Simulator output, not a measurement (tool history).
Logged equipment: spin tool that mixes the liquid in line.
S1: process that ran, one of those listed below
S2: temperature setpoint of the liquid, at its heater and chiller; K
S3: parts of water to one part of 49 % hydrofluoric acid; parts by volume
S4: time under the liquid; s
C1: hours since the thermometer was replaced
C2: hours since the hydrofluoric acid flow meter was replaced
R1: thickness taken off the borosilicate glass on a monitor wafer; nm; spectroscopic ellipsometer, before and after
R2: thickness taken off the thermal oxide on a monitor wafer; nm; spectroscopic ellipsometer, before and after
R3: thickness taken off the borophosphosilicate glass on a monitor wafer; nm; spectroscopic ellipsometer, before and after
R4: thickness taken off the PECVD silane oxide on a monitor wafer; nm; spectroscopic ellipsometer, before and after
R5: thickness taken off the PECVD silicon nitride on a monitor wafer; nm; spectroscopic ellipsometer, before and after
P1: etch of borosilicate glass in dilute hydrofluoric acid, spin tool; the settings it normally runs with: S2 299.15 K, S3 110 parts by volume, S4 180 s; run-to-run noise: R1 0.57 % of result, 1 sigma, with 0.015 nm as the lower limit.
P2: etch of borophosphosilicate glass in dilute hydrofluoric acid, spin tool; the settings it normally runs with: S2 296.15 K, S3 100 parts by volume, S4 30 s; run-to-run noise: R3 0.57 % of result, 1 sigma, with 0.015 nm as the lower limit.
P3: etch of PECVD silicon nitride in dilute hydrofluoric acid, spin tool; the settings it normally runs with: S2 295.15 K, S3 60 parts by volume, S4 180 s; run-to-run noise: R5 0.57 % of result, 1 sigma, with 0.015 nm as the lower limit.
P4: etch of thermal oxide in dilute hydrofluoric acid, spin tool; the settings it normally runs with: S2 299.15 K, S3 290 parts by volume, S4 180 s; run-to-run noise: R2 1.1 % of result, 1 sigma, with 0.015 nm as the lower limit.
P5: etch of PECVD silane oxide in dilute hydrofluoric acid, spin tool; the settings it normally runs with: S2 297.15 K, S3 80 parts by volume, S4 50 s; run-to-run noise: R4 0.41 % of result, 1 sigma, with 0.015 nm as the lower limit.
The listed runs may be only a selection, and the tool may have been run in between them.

run  hour  S1      S2   S3   S4     C1      C2       R1      R2       R3       R4       R5
  1   4.6  P1  299.15  110  180  857.5   910.0   34.957
  2   7.7  P1  299.15  110  180  860.6   913.1   34.574
  3  11.9  P4  299.15  290  180  864.8   917.3           2.4763
  4  16.2  P4  299.15  290  180  869.1   921.6           2.5324
  5  19.3  P2  296.15  100   15  872.2   924.7                    8.3032
  6  23.1  P5  297.15   80   15  876.0   928.5                             6.4054
  7  26.0  P1  305.65  110  180  878.9   931.4   44.359
  8  29.1  P3  295.15   60  180  882.0   934.5                                      9.5643
  9  32.8  P1  299.15  175  180  885.7   938.2   20.244
 10  36.2  P1  299.15  110  340  889.1   941.6   65.093
 11  39.8  P1  299.15   55  180  892.7   945.2   75.085
 12  44.4  P5  303.65   80   50  897.3   949.8                            27.5380
 13  46.8  P1  299.15  110   80  899.7   952.2   15.306
 14  48.9  P5  297.15   80   50  901.8   954.3                            21.3620
 15  52.8  P1  299.15  110  180  905.7   958.2   34.809
 16  55.0  P3  295.15   60  345  907.9   960.4                                     18.3730
 17  59.1  P4  299.15  490  180  912.0   964.5           1.2286
 18  61.3  P1  299.15   30  315  914.2   966.7  247.600
 19  64.7  P5  297.15   80   50  917.6   970.1                            21.2160
 20  67.6  P4  299.15  290  355  920.5   973.0           4.8582
 21  70.8  P2  296.15  100   30  923.7   976.2                   16.4910
 22  73.8  P2  290.15  100   30  926.7   979.2                   12.9730
 23  77.8  P4  291.65  290  180  930.7   983.2           1.9258
 24  80.1  P3  295.15   20  180  933.0   985.5                                     27.1970
 25  82.7  P1  291.65  110  180  935.6   988.1   25.834
 26  85.5  P2  296.15   20   30  938.4   990.9                   91.7640
 27  88.0  P5  297.15   50   50  940.9   993.4                            35.4510
     90.8  -- thermometer replaced
 28  91.7  P1  299.15  110  180    0.9   997.1   34.467
 29  94.7  P3  295.15   60  180    3.9  1000.1                                      9.5206

Estimate the outcome of run 30 from the log above:
 30  98.6  P2  296.15  100  30  7.8  1004.0           ?

{"run 30": {"R3": 16.543}}
